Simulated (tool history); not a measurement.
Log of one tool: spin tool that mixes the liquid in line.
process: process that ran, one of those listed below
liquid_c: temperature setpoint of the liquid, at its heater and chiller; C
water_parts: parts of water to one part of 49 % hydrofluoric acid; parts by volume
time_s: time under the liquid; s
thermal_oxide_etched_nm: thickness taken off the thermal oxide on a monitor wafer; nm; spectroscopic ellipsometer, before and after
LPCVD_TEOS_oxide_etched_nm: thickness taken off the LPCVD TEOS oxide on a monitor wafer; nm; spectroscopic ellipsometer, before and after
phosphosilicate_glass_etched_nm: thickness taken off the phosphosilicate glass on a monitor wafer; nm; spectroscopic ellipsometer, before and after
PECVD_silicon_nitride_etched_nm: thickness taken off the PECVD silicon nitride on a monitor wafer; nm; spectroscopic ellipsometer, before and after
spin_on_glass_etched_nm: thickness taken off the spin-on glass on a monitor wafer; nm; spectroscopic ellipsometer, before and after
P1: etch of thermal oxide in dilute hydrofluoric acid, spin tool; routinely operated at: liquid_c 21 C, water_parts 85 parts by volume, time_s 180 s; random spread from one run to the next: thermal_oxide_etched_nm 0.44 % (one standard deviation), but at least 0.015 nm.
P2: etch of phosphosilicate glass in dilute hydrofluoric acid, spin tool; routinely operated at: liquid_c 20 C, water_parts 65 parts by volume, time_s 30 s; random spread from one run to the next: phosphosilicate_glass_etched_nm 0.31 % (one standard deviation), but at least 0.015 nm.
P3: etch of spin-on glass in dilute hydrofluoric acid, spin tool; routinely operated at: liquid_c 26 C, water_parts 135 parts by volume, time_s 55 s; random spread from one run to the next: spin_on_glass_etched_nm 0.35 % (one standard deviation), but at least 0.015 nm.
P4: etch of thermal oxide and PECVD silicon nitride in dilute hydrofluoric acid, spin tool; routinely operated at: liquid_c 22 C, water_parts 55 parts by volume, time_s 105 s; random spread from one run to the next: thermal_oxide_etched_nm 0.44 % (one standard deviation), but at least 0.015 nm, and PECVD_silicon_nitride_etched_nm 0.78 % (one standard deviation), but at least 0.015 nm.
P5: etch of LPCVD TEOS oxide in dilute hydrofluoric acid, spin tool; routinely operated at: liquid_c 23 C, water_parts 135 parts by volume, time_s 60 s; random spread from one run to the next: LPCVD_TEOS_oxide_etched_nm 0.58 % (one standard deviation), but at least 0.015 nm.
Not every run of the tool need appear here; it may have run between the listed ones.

run   hour  process  liquid_c  water_parts  time_s  thermal_oxide_etched_nm  LPCVD_TEOS_oxide_etched_nm  phosphosilicate_glass_etched_nm  PECVD_silicon_nitride_etched_nm  spin_on_glass_etched_nm
  1    3.5       P1        21           85     180                   8.8394
  2    8.8       P1        21           45     325                   31.677
  3   11.7       P1        21           85     180                   8.8126
  4   16.4       P5        23          135      60                                               20.359
  5   18.8       P1      25.5           85     180                   10.641
  6     23       P2      25.5           65      30                                                                                40.887
  7   27.7       P5        17          135      60                                               16.081
  8   32.2       P5        23          135      60                                               20.326
  9   35.7       P4        22           55      20                   1.7268                                                                                       0.63395
 10     38       P5        23          135     105                                               36.078
 11     43       P1        21           85     180                    8.876
 12   48.3       P2        20           65      50                                                                                54.343
 13   51.5       P1        17           85     180                   7.4915
 14   56.8       P1        21          145     180                    4.835
 15   61.1       P1        21           85     180                   8.8676
 16   63.7       P3        26           35      55                                                                                                                                          38.723
 17   67.8       P3        34          135      55                                                                                                                                          11.708
 18   71.9       P1        21           85     285                   13.949
 19     77       P1        21           30     180                   26.692
 20   79.5       P4        22           35     105                   14.625                                                                                        5.1765
 21   83.4       P3        26          135      55                                                                                                                                          8.7338
      84.2  -- hydrofluoric acid flow meter replaced
 22   87.5       P4        22           55     105                   9.0409                                                                                        3.3885
 23   91.5       P1        21           85      50                   2.4641
 24   95.9       P5        23          225      60                                               11.099
 25   98.8       P4        22           55     105                     9.05                                                                                        3.3532
 26  103.4       P1        21           85     180                   8.8637
 27  107.2       P3        26          135      15                                                                                                                                          2.4105
 28  110.6       P2        20           25      30                                                                                89.106
 29  115.4       P1        28           35     180                   30.335
 30  117.8       P2        20           65      30                                                                                 32.66
 31  120.1       P4        17           55     105                   7.3138                                                                                         2.349
 32  123.1       P1        21           85     180                   8.8202
 33  126.3       P1        21           85     180                   8.7121
 34  128.7       P1        21           85     180                   8.5705
 35  132.4       P1        21           85     180                   8.4823
 36  136.3       P1        21           85     180                   8.4202
 37  139.3       P1        21           85     180                   8.3846
 38  142.2       P1        21           85     180                   8.3754
 39  144.5       P1        21           85     180                   8.3776
 40    147       P1        21           85     180                   8.3158
 41  151.1       P1        21           85     180                   8.3253
 42  155.3       P1        21           85     180                   8.3444
 43  159.4       P1        21           85     180                   8.3074

The output of P1 has drifted from where it used to be. Each of the 2 causes below, taken at the size shown beside it, accounts for the log equally well:
A: hydrofluoric acid flow below the setpoint (%) = 5.13
B: liquid colder than its thermometer reads (K) = 1.41
The drift started at roughly hour 123.1.

Each of the check runs listed below is run on 5 wafers and reports their average, with the results left as question marks. Pick the one under which the possible causes would lead to clearly different results.
check 1  163.5       P3        26           40      15                                                                                                                                               ?
check 2  163.5       P2        25           65      30                                                                                     ?
check 3  163.5       P4      17.5           55      60                        ?                                                                                             ?
check 4  163.5       P5        17          135      90                                                    ?

If the cause were each of the candidates in turn, the checks would give the following:
  check                           result    if A    if B
check 1          spin_on_glass_etched_nm   8.663  8.6432
check 2  phosphosilicate_glass_etched_nm  37.796  37.797
check 3          thermal_oxide_etched_nm  4.0309  4.0096
check 3  PECVD_silicon_nitride_etched_nm  1.3257  1.2621
check 4       LPCVD_TEOS_oxide_etched_nm  22.707  22.733
Gap, in per cent, between the two causes that each check separates least, read from the result that separates them most: check 1 0.23 %; check 2 0 %; check 3 4.91 %; check 4 0.12 %
Only check 3 tells the causes apart: in the others they would give nearly the same result.

Here is what check 3 returned: thermal_oxide_etched_nm 3.995 nm; PECVD_silicon_nitride_etched_nm 1.2575 nm. Which cause is it?

Of the candidate causes, it is B: liquid colder than its thermometer reads (K).
